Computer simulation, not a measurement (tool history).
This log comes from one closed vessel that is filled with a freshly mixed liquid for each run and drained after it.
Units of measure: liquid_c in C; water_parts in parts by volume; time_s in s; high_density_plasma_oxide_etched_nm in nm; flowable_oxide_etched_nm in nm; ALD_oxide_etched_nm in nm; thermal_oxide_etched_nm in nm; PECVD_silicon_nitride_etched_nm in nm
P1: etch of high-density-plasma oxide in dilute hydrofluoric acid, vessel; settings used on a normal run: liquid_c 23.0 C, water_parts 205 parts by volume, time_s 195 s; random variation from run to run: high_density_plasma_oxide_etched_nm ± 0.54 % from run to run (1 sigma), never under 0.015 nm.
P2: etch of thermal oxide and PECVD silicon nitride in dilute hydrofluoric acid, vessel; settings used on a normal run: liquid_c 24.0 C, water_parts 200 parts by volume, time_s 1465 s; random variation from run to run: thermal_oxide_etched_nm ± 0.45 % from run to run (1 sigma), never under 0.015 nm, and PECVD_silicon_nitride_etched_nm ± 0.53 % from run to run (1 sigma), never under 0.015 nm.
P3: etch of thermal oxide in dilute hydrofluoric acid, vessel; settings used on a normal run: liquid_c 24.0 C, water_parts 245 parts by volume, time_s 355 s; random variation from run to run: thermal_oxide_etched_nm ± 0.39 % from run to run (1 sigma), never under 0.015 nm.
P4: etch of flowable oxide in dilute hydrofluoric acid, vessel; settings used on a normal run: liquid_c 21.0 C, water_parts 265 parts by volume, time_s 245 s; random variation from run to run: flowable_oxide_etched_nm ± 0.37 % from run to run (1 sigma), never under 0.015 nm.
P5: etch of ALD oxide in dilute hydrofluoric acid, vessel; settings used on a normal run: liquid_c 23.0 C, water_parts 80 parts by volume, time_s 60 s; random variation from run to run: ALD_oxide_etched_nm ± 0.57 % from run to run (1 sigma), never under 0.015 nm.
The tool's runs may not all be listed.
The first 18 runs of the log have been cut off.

run,day,process,liquid_c,water_parts,time_s,high_density_plasma_oxide_etched_nm,flowable_oxide_etched_nm,ALD_oxide_etched_nm,thermal_oxide_etched_nm,PECVD_silicon_nitride_etched_nm
19,3.921,P4,17.0,265,245,,21.552,,,
20,4.212,P1,27.5,205,30,1.6235,,,,
21,4.408,P5,23.0,80,95,,,11.5070,,
22,4.675,P3,24.0,245,355,,,,5.5663,
# day 4.679: hydrofluoric acid flow meter replaced
23,4.817,P4,21.0,265,455,,46.653,,,
24,5.129,P3,24.0,245,140,,,,2.1728,
25,5.358,P1,23.0,205,195,8.8888,,,,
26,5.508,P2,30.5,200,1465,,,,39.1540,62.0030
27,5.729,P2,24.0,80,1465,,,,89.3510,101.8900
28,6.000,P4,21.0,400,245,,14.605,,,
29,6.212,P3,24.0,440,355,,,,2.6121,
30,6.479,P5,23.0,80,60,,,7.2516,,

What will run 31 give?
31,6.721,P1,23.0,205,325,?,,,,

Run 31 produced high_density_plasma_oxide_etched_nm 14.8670 nm.

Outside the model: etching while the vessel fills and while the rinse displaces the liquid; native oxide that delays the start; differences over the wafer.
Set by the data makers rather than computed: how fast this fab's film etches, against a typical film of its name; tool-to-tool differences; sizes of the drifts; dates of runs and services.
